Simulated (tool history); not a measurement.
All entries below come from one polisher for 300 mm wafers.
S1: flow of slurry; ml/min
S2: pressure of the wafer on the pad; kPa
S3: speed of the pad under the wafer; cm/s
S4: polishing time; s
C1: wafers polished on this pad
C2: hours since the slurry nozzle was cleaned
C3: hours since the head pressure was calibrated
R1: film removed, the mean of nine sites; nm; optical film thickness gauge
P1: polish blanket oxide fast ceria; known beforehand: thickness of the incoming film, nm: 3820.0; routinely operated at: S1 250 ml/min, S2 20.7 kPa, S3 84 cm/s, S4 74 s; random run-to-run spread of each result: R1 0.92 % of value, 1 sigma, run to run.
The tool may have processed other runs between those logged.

run  hour   S1    S2   S3   S4    C1     C2     C3      R1
  1   2.9  250  20.7   84   74   262    559  425.2  992.23
  2   6.5  150  20.7   84   74   305  562.6  428.8  924.33
  3   9.8  385  20.7   84   40   343  565.9  432.1  553.14
  4  14.3  250  20.7   84   97   396  570.4  436.6  1291.4
  5  16.6  250  20.7   84   74   423  572.7  438.9  991.01
  6  21.4  250  13.1   84   74   479  577.5  443.7  624.28
  7  24.4  250  20.7   84   74   514  580.5  446.7  1006.7
  8  27.9  250  20.7  120   74   555    584  450.2  1414.1
  9  31.9  190  20.7   84  102   602    588  454.2  1301.5
 10  36.9  370  20.7   84   74   661    593  459.2  1027.6
 11  41.9  315  12.4   84   74   719    598  464.2  605.14
 12  45.2  250  28.3   84   74   758  601.3  467.5  1370.3
 13    49  250  20.7   84   74   803  605.1  471.3  987.39
 14  51.6  250  20.7   84   33   833  607.7  473.9  437.55
 15  54.4  250  20.7   54   74   866  610.5  476.7  638.78
 16  58.4  250  20.7   84   74   913  614.5  480.7  982.01
 17  63.2  250  20.7   84   74   969  619.3  485.5  985.07
 18  68.3  250  20.7   84   74  1029  624.4  490.6  988.82
 19    72  250  20.7   84   74  1072  628.1  494.3  978.64

Run 20 is up next; what results do you expect?
 20  74.3  250  20.7  84  74  1099  630.4  496.6   ?

R1: 990.1 nm

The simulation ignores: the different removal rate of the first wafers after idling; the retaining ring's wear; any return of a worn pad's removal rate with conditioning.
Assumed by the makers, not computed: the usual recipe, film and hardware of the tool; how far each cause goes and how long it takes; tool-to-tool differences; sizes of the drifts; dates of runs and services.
